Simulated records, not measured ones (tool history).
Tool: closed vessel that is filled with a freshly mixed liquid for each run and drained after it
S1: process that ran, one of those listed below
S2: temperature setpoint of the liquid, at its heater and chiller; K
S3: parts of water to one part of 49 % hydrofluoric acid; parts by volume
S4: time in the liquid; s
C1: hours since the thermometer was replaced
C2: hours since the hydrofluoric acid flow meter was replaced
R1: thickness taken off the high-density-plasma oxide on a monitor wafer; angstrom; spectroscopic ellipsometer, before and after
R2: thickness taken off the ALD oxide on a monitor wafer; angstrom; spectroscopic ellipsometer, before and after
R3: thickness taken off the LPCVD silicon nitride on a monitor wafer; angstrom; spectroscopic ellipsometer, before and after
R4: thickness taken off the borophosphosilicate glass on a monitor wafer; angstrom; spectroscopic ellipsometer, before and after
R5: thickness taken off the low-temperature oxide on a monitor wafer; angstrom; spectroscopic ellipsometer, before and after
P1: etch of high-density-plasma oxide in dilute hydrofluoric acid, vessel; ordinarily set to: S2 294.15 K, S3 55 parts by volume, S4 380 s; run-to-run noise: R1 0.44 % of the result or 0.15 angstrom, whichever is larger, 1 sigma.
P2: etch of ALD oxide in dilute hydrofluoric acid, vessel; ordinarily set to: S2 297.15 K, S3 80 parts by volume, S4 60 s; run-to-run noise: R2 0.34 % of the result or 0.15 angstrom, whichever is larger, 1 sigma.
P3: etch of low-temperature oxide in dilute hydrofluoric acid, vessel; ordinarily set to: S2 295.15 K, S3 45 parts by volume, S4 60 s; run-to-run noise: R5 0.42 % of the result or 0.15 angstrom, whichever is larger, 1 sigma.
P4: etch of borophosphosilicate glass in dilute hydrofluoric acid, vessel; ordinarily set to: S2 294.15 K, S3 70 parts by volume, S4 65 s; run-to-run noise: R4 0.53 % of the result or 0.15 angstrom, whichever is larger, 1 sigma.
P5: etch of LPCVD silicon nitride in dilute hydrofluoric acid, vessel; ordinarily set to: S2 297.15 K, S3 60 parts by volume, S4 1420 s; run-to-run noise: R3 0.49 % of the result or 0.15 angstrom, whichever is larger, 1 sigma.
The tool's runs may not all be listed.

run	hour	S1	S2	S3	S4	C1	C2	R1	R2	R3	R4	R5
1	13.5	P1	294.15	55	380	1411.0	261.2	340.25				
2	22.5	P2	297.15	80	60	1420.0	270.2		96.164			
3	32.7	P1	294.15	55	380	1430.2	280.4	341.32				
4	40.6	P1	294.15	20	380	1438.1	288.3	979.79				
5	56.3	P2	297.15	80	60	1453.8	304.0		96.133			
6	64.8	P1	294.15	55	380	1462.3	312.5	340.98				
7	75.4	P2	297.15	20	60	1472.9	323.1		415.770			
8	84.8	P5	297.15	60	1420	1482.3	332.5			125.580		
9	94.9	P5	297.15	100	1420	1492.4	342.6			76.396		
10	112.0	P4	294.15	70	95	1509.5	359.7				587.55	
11	120.7	P5	297.15	60	1420	1518.2	368.4			126.250		
12	130.4	P1	294.15	55	380	1527.9	378.1	341.54				
13	146.2	P1	290.65	55	380	1543.7	393.9	294.80				
14	161.9	P4	294.15	110	65	1559.4	409.6				243.52	
# hour 172.3: hydrofluoric acid flow meter replaced
15	173.3	P5	297.15	60	2840	1570.8	1.0			251.540		
16	189.9	P2	304.65	80	60	1587.4	17.6		128.880			
17	205.8	P1	294.15	55	700	1603.3	33.5	629.27				
18	220.7	P4	298.65	70	65	1618.2	48.4				482.72	
19	237.5	P1	294.15	85	650	1635.0	65.2	364.66				
20	249.0	P3	295.15	45	95	1646.5	76.7					648.40
21	263.1	P1	294.15	55	380	1660.6	90.8	340.97				
22	275.4	P4	294.15	70	65	1672.9	103.1				400.95	
23	285.2	P1	294.15	55	195	1682.7	112.9	174.62				
24	301.7	P1	294.15	100	380	1699.2	129.4	176.49				
25	318.7	P3	298.65	45	60	1716.2	146.4					472.50
26	332.5	P1	294.15	55	380	1730.0	160.2	341.21				
27	347.0	P3	295.15	65	60	1744.5	174.7					276.01
28	355.9	P1	301.65	55	380	1753.4	183.6	463.65				
29	365.3	P5	303.15	60	1420	1762.8	193.0			185.450		
30	380.4	P4	294.15	70	65	1777.9	208.1				397.99	
31	390.6	P3	295.15	45	60	1788.1	218.3					408.65
32	404.4	P2	297.15	80	110	1801.9	232.1		176.970			
33	414.3	P1	294.15	55	380	1811.8	242.0	341.54				
34	427.2	P1	294.15	55	380	1824.7	254.9	340.90				
35	439.6	P1	294.15	55	380	1837.1	267.3	351.50				
36	451.5	P1	294.15	55	380	1849.0	279.2	358.67				
37	466.5	P1	294.15	55	380	1864.0	294.2	364.08				
38	475.2	P1	294.15	55	380	1872.7	302.9	366.62				
39	486.4	P1	294.15	55	380	1883.9	314.1	367.31				
40	502.4	P1	294.15	55	380	1899.9	330.1	374.41				
41	517.3	P1	294.15	55	380	1914.8	345.0	372.03				
42	531.7	P1	294.15	55	380	1929.2	359.4	375.54				
43	547.3	P1	294.15	55	380	1944.8	375.0	376.80				
44	555.4	P1	294.15	55	380	1952.9	383.1	374.21				
45	571.8	P1	294.15	55	380	1969.3	399.5	377.13				

What P1 gives has crept off from where it sat before. The 2 causes that follow fit the log equally well, each at the size noted:
A: liquid hotter than its thermometer reads (K) = 2.35
B: hydrofluoric acid flow above the setpoint (%) = 9.62
The gradual shift began around hour 427.2.

Listed below are the offered check runs, one wafer per run, with question marks in place of results. For which of them would the causes give clearly different outcomes?
check 1	588.2	P4	294.15	70	65						?	
check 2	588.2	P3	295.15	45	60							?
check 3	588.2	P5	297.15	60	1420					?		
check 4	588.2	P2	297.15	80	60				?			

Outcome of each check run for each possible cause:
check	result	if A	if B
check 1	R4	442.29	443.40
check 2	R5	452.17	451.79
check 3	R3	147.540	138.100
check 4	R2	105.600	106.370
Per check, the gap between the least separated pair of causes, taken in the result that splits them most: check 1 0.25 %; check 2 0.08 %; check 3 6.61 %; check 4 0.73 %
Check 3 is the one run that separates the causes; every other check would come out nearly the same whichever cause is at work.

Here is what check 3 returned: R3 146.900 angstrom. Which cause is it?

The cause is A: liquid hotter than its thermometer reads (K).
